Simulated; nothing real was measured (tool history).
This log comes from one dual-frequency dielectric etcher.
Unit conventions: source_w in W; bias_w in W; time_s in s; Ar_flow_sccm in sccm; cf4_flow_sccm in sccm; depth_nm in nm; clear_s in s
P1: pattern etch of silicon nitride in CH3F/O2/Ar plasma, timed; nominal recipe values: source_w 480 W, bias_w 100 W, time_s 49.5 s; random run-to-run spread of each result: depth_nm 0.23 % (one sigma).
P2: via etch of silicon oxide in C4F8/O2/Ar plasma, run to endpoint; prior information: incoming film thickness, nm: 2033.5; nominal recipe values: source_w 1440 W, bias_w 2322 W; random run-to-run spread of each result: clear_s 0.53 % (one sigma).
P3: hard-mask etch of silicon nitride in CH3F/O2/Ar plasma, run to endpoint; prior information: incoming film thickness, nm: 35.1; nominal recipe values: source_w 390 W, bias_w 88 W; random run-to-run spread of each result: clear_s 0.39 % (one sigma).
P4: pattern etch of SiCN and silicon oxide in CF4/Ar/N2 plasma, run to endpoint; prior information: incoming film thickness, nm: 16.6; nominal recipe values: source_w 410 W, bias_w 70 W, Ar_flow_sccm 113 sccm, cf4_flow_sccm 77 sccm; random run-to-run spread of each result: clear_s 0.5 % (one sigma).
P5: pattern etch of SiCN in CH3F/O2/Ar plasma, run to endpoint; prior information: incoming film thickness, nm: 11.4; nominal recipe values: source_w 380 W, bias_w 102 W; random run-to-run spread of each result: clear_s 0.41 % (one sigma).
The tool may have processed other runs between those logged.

run     day  process  source_w  bias_w  time_s  Ar_flow_sccm  cf4_flow_sccm  hours since the last wet clean  hours since the last source power generator calibration  hours since the last bias power generator calibration  depth_nm  clear_s
  1   0.667       P1       480     100    49.5                                                        222.8                                                    480.8                                                    729     42.17
  2   1.483       P1       370     100      29                                                        242.4                                                    500.4                                                  748.6    22.462
  3   2.233       P3       390      88                                                                260.4                                                    518.4                                                  766.6             48.159
  4   2.588       P5       380      70                                                                268.9                                                    526.9                                                  775.1             31.273
  5   3.188       P4       410      53                   113             77                           283.3                                                    541.3                                                  789.5             23.357
  6   3.804       P2      1440    2322                                                                298.1                                                    556.1                                                  804.3             437.42
  7   4.517       P4       410      70                    91             77                           315.2                                                    573.2                                                  821.4             20.812
  8   5.308       P3       390     125                                                                334.2                                                    592.2                                                  840.4             42.091
  9   5.875       P4       270      70                   113             77                           347.8                                                    605.8                                                    854             30.859
 10   6.233       P1       480     100    49.5                                                        356.4                                                    614.4                                                  862.6    42.144
 11   6.875       P4       410      70                   113             77                           371.8                                                    629.8                                                    878             21.409
 12   7.425       P1       480     100    36.5                                                          385                                                      643                                                  891.2      31.1
 13   8.162       P2      1440    2322                                                                402.7                                                    660.7                                                  908.9             436.63
 14   8.904       P1       330     100    49.5                                                        420.5                                                    678.5                                                  926.7    36.609
 15   9.271       P5       520     102                                                                429.3                                                    687.3                                                  935.5              23.98
 16   9.721       P1       480     100    49.5                                                        440.1                                                    698.1                                                  946.3    42.089
      9.821  -- source power generator calibrated
 17  10.354       P3       310      88                                                                455.3                                                     12.9                                                  961.5             52.602
 18  11.042       P4       410      70                   113             59                           471.8                                                     29.4                                                    978             22.396
 19  11.667       P3       390      88                                                                486.8                                                     44.4                                                    993             48.499
 20  12.354       P1       480      62    49.5                                                        503.3                                                     60.9                                                 1009.5    35.867
 21  13.021       P5       380     102                                                                519.3                                                     76.9                                                 1025.5             27.175
 22  13.425       P2      1920    2322                                                                  529                                                     86.6                                                 1035.2              387.4
 23  14.179       P1       480     100    74.5                                                        547.1                                                    104.7                                                 1053.3    63.429
 24  14.729       P1       480     120    49.5                                                        560.3                                                    117.9                                                 1066.5    45.107
 25  15.425       P5       380     102                                                                  577                                                    134.6                                                 1083.2             27.133
 26  16.229       P1       480     100    49.5                                                        596.3                                                    153.9                                                 1102.5    42.237
 27      17       P2      1440    1483                                                                614.8                                                    172.4                                                   1121             499.19
 28  17.796       P4       410      70                   113             77                           633.9                                                    191.5                                                 1140.1             21.456
 29  18.379       P1       480     100    49.5                                                        647.9                                                    205.5                                                 1154.1    42.074
 30  18.783       P1       610     100    49.5                                                        657.6                                                    215.2                                                 1163.8    46.078
 31  19.158       P1       480     100    49.5                                                        666.6                                                    224.2                                                 1172.8    42.253
 32  19.742       P1       480     100    49.5                                                        680.6                                                    238.2                                                 1186.8    42.052
 33    20.3       P1       480     100    49.5                                                          694                                                    251.6                                                 1200.2    42.289
 34    21.1       P1       480     100    49.5                                                        713.2                                                    270.8                                                 1219.4    42.638

Predict the results of run 35:
     21.829  -- wet clean of the chamber
 35  21.904       P1       480     100    49.5                                                          1.8                                                    290.1                                                 1238.7         ?

{"run 35": {"depth_nm": 42.582}}
